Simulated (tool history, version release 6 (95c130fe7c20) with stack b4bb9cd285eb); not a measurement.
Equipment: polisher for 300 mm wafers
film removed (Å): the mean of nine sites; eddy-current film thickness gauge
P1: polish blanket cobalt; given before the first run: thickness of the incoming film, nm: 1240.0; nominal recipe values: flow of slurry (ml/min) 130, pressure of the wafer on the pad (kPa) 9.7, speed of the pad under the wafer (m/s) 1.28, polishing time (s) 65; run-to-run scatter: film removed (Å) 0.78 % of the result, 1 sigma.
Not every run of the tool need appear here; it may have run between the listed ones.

| run | hour | flow of slurry (ml/min) | pressure of the wafer on the pad (kPa) | speed of the pad under the wafer (m/s) | polishing time (s) | film removed (Å) |
|---|---|---|---|---|---|---|
| 1 | 13.8 | 130 | 9.7 | 1.28 | 65 | 2563.6 |
| 2 | 28.5 | 130 | 9.7 | 1.28 | 37 | 1457.8 |
| 3 | 40.3 | 130 | 4.1 | 1.28 | 65 | 1093.0 |
| 4 | 48.6 | 130 | 9.7 | 1.28 | 65 | 2563.3 |
| 5 | 61.4 | 130 | 9.7 | 1.28 | 65 | 2570.6 |
| 6 | 75.5 | 130 | 13.1 | 1.28 | 65 | 3506.3 |
| 7 | 84.1 | 130 | 9.7 | 1.64 | 65 | 3277.4 |
| 8 | 92.4 | 185 | 9.7 | 1.28 | 65 | 2765.6 |
| 9 | 106.3 | 130 | 9.7 | 0.80 | 65 | 1627.9 |
| 10 | 115.4 | 130 | 9.7 | 1.28 | 65 | 2579.1 |
| 11 | 123.1 | 130 | 9.7 | 1.28 | 98 | 3923.7 |
| 12 | 139.6 | 80 | 9.7 | 1.28 | 65 | 2307.9 |
| 13 | 147.4 | 130 | 13.1 | 1.28 | 37 | 1990.3 |
| 14 | 156.9 | 170 | 9.7 | 1.28 | 84 | 3515.7 |
| 15 | 172.2 | 130 | 6.9 | 1.28 | 46 | 1297.5 |
| 16 | 181.3 | 130 | 9.7 | 1.28 | 65 | 2573.5 |
| 17 | 197.7 | 130 | 9.7 | 1.28 | 65 | 2616.1 |
| 18 | 207.8 | 130 | 9.7 | 1.28 | 65 | 2494.0 |
| 19 | 223.1 | 130 | 9.7 | 1.28 | 65 | 2468.0 |
| 20 | 238.2 | 130 | 9.7 | 1.28 | 65 | 2388.5 |
| 21 | 248.9 | 130 | 9.7 | 1.28 | 65 | 2352.1 |
| 22 | 261.4 | 130 | 9.7 | 1.28 | 65 | 2357.7 |
| 23 | 270.6 | 130 | 9.7 | 1.28 | 65 | 2354.0 |
|  | 275.7 | worn pad replaced by a new one |
| 24 | 283.9 | 130 | 9.7 | 1.28 | 65 | 2369.8 |
| 25 | 292.9 | 130 | 9.7 | 1.28 | 65 | 2329.9 |
| 26 | 304.8 | 130 | 9.7 | 1.28 | 65 | 2355.6 |
| 27 | 314.4 | 130 | 9.7 | 1.28 | 65 | 2310.3 |

The output of P1 has drifted from where it used to be. Each of the 2 causes below, taken at the size shown beside it, accounts for the log equally well:
A: slurry flow missing at the pad, % = 35.9
B: head's pressure below its setpoint, % = 10.2
Onset of the creep was near hour 197.7.
Why every other cause is out:
removal rate lost through wear of the pad, %: serviced at hour 275.7, after the change had begun; the process did not return to its earlier output

Consider the 4 single-wafer check runs listed below, results given as question marks: which one distinguishes between the causes by giving clearly different results for each?
| check 1 | 324.0 | 80 | 9.7 | 1.28 | 65 | ? |
| check 2 | 324.0 | 155 | 9.7 | 1.28 | 65 | ? |
| check 3 | 324.0 | 130 | 6.2 | 1.28 | 38 | ? |
| check 4 | 324.0 | 130 | 6.9 | 1.28 | 79 | ? |

Expected result of each check under each candidate cause:
| check | result | if A | if B |
|---|---|---|---|
| check 1 | film removed (Å) | 1954.60 | 2065.40 |
| check 2 | film removed (Å) | 2441.70 | 2403.70 |
| check 3 | film removed (Å) | 874.94 | 874.94 |
| check 4 | film removed (Å) | 2021.10 | 2021.10 |
Per-check spread between the two closest causes, in the result where they differ most: check 1 5.51 %; check 2 1.57 %; check 3 0 %; check 4 0 %
Check 1 distinguishes between the causes, while the remaining checks would return nearly the same result for all of them.

Check 1 was carried out, with these results: film removed (Å) 2048.40. Which of the listed causes is responsible?

B is the cause: head's pressure below its setpoint, %.
